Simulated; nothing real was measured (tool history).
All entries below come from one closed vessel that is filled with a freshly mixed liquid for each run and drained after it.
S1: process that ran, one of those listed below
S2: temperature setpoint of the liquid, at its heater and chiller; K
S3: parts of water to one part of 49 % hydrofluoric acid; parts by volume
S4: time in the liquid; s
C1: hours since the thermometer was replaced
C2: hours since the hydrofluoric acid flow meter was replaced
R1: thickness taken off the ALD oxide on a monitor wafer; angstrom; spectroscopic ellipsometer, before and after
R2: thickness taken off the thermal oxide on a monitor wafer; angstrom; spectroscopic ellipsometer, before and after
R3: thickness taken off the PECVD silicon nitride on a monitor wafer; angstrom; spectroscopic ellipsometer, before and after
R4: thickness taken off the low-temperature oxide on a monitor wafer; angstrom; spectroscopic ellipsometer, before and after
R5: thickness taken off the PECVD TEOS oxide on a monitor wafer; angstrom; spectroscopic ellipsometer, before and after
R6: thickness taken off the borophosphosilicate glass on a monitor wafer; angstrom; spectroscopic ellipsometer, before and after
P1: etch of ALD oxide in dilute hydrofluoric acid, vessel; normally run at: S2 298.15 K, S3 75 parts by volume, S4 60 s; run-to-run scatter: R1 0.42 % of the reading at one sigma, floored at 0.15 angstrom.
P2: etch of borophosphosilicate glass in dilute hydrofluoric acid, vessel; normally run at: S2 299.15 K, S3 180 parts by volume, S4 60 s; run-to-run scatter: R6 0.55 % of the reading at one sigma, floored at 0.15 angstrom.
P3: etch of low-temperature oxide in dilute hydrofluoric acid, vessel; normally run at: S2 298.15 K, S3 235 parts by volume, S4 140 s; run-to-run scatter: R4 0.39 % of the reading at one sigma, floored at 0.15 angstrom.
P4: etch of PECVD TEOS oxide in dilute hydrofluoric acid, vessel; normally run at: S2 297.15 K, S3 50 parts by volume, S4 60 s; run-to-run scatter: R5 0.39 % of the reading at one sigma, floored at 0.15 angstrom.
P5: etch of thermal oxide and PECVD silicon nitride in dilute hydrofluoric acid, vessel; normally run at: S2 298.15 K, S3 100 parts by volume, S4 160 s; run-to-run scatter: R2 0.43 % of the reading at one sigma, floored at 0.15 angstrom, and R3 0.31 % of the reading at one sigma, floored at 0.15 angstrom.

run	hour	S1	S2	S3	S4	C1	C2	R1	R2	R3	R4	R5	R6
1	8.7	P1	298.15	75	60	733.1	405.8	151.420					
2	24.2	P1	304.15	75	60	748.6	421.3	191.730					
3	33.6	P1	298.15	75	60	758.0	430.7	150.940					
4	43.5	P5	298.15	165	160	767.9	440.6		44.225	51.452			
5	56.2	P3	298.15	235	35	780.6	453.3				23.860		
6	72.8	P4	297.15	80	60	797.2	469.9					173.00	
7	82.9	P2	299.15	50	60	807.3	480.0						532.600
8	93.0	P4	293.65	50	60	817.4	490.1					246.42	
9	104.9	P1	290.15	75	60	829.3	502.0	109.150					
10	116.4	P2	299.15	180	30	840.8	513.5						62.902
11	130.0	P2	294.15	180	60	854.4	527.1						104.630
12	140.0	P3	290.15	235	140	864.4	537.1				72.346		
13	150.6	P3	298.15	120	140	875.0	547.7				215.170		
14	163.4	P1	298.15	45	30	887.8	560.5	131.430					
15	171.1	P1	298.15	30	85	895.5	568.2	569.900					
16	183.7	P1	298.15	75	30	908.1	580.8	75.913					
17	195.1	P1	298.15	75	110	919.5	592.2	278.880					
18	202.8	P5	298.15	100	65	927.2	599.9		31.822	34.364			
19	215.2	P5	298.15	100	160	939.6	612.3		78.885	84.459			
20	224.9	P1	298.15	40	60	949.3	622.0	297.980					
21	237.9	P1	298.15	75	60	962.3	635.0	151.250					
22	251.6	P5	293.15	100	160	976.0	648.7		64.300	60.720			
23	261.1	P1	298.15	75	60	985.5	658.2	151.730					
24	269.9	P1	298.15	110	60	994.3	667.0	98.143					
25	284.5	P4	297.15	50	110	1008.9	681.6					526.60	
26	293.9	P3	298.15	235	140	1018.3	691.0				97.096		
27	301.7	P4	297.15	50	60	1026.1	698.8					287.77	
28	309.2	P2	299.15	180	60	1033.6	706.3						126.220
29	317.7	P1	298.15	75	60	1042.1	714.8	151.880					
30	328.5	P1	298.15	75	60	1052.9	725.6	146.420					
31	339.1	P1	298.15	75	60	1063.5	736.2	142.230					
32	355.0	P1	298.15	75	60	1079.4	752.1	140.370					
33	369.2	P1	298.15	75	60	1093.6	766.3	138.720					
34	378.1	P1	298.15	75	60	1102.5	775.2	138.450					
35	392.8	P1	298.15	75	60	1117.2	789.9	138.040					
36	408.1	P1	298.15	75	60	1132.5	805.2	136.910					
37	417.5	P1	298.15	75	60	1141.9	814.6	138.450					

The output of P1 has drifted from where it used to be. Each of the 2 causes below, taken at the size shown beside it, accounts for the log equally well:
A: hydrofluoric acid flow below the setpoint (%) = 8.53
B: liquid colder than its thermometer reads (K) = 2.44
Creep in the process output first set in at about hour 317.7.

Consider the 4 single-wafer check runs listed below, results given as question marks: which one distinguishes between the causes by giving clearly different results for each?
check 1	426.9	P3	290.15	135	140						?		
check 2	426.9	P5	298.15	100	65				?	?			
check 3	426.9	P4	297.15	75	100							?	
check 4	426.9	P2	299.15	50	60								?

Expected result of each check under each candidate cause:
check	result	if A	if B
check 1	R4	123.850	123.790
check 2	R2	28.848	28.963
check 2	R3	31.596	29.379
check 3	R5	279.72	279.30
check 4	R6	487.720	485.670
Gap, in per cent, between the two causes that each check separates least, read from the result that separates them most: check 1 0.05 %; check 2 7.27 %; check 3 0.15 %; check 4 0.42 %
The other checks would show nearly matching results whichever cause is true, so check 2 is the only one that separates the causes.

Check 2 has now been run. It gave: R2 29.213 angstrom; R3 29.187 angstrom. Which of the candidate causes is it?

The cause is B: liquid colder than its thermometer reads (K).

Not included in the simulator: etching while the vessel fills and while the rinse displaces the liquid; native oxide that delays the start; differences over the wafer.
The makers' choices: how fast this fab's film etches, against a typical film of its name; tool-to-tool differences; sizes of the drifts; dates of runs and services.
